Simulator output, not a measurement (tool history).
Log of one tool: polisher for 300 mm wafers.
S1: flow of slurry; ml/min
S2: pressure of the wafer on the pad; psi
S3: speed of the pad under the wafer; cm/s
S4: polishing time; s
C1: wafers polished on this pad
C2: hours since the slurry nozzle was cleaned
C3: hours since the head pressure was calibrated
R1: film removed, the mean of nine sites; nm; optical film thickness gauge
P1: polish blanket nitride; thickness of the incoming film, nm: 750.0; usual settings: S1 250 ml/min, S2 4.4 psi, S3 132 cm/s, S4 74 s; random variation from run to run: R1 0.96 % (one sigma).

run,hour,S1,S2,S3,S4,C1,C2,C3,R1
1,13.2,250,4.4,132,74,435,339.3,439.4,214.25
2,27.9,250,4.4,132,38,567,354,454.1,109.67
3,36.9,150,4.4,164,74,649,363,463.1,238.9
4,50,250,4.4,78,74,767,376.1,476.2,141.55
5,58.9,380,4.4,132,74,847,385,485.1,217.72
6,67.4,250,6.3,132,112,924,393.5,493.6,461.48
7,79.4,250,5.7,132,74,1033,405.5,505.6,276.76
8,88.1,250,4.4,132,74,1111,414.2,514.3,211.52
9,99.5,250,4.4,132,74,1214,425.6,525.7,215
10,112,250,4.4,132,74,1327,438.1,538.2,217.28
11,119.5,250,4.4,132,105,1395,445.6,545.7,309.41
12,128,150,4.4,132,74,1472,454.1,554.2,200.25
13,142.3,250,4.4,132,74,1601,468.4,568.5,212.51
14,149.5,250,2,132,74,1666,475.6,575.7,98.689
15,160,250,4.4,192,74,1761,486.1,586.2,288.85
16,169,250,4.4,132,74,1842,495.1,595.2,212.23
17,179.6,250,4.4,132,74,1938,505.7,605.8,210.6
18,193.5,250,4.4,132,74,2064,519.6,619.7,207.99

Forecast run 19:
19,203.4,250,4.4,132,74,2153,529.5,629.6,?

Run 19 gave R1 203.3 nm.
